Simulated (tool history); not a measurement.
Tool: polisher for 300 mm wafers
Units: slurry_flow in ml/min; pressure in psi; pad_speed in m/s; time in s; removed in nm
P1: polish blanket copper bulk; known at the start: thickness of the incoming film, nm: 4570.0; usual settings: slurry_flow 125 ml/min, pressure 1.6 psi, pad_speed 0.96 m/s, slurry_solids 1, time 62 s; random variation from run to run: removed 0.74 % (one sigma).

run	hour	slurry_flow	pressure	pad_speed	slurry_solids	time	wafers polished on this pad	hours since the slurry nozzle was cleaned	hours since the head pressure was calibrated	hours since the slurry blender was calibrated	removed
1	11.4	125	1.6	0.96	1	62	322	290.4	282.3	158.4	366.17
2	27	125	1.6	0.96	1	28	541	306	297.9	174	163.02
3	42.8	125	1.6	0.96	1	96	763	321.8	313.7	189.8	565.44
4	56.8	125	1.6	0.96	0.55	62	959	335.8	327.7	203.8	321.99
5	68.8	125	1.6	0.96	1	62	1127	347.8	339.7	215.8	364.16
6	81.5	125	1.6	0.96	1	62	1306	360.5	352.4	228.5	360.66
7	92.3	125	1.6	0.96	1	62	1457	371.3	363.2	239.3	363.57
8	108.3	125	1.6	0.5	1	62	1681	387.3	379.2	255.3	188.63
9	117.1	180	1.6	0.96	0.8	62	1805	396.1	388	264.1	370.99
10	128.5	125	1.6	0.96	1	62	1965	407.5	399.4	275.5	363.58
11	144.1	125	0.9	0.96	1	62	2184	423.1	415	291.1	202.94
12	154.8	75	1.6	0.96	1	62	2334	433.8	425.7	301.8	313.78
13	168.7	125	1.6	0.96	1	62	2529	447.7	439.6	315.7	358.76
14	183.4	175	1.6	0.96	1	62	2735	462.4	454.3	330.4	392.12
15	197.2	125	1.6	0.96	1	62	2929	476.2	468.1	344.2	366.7

Forecast run 16:
16	206.9	125	1.6	1.5	1	62	3065	485.9	477.8	353.9	?

removed: 566.54 nm
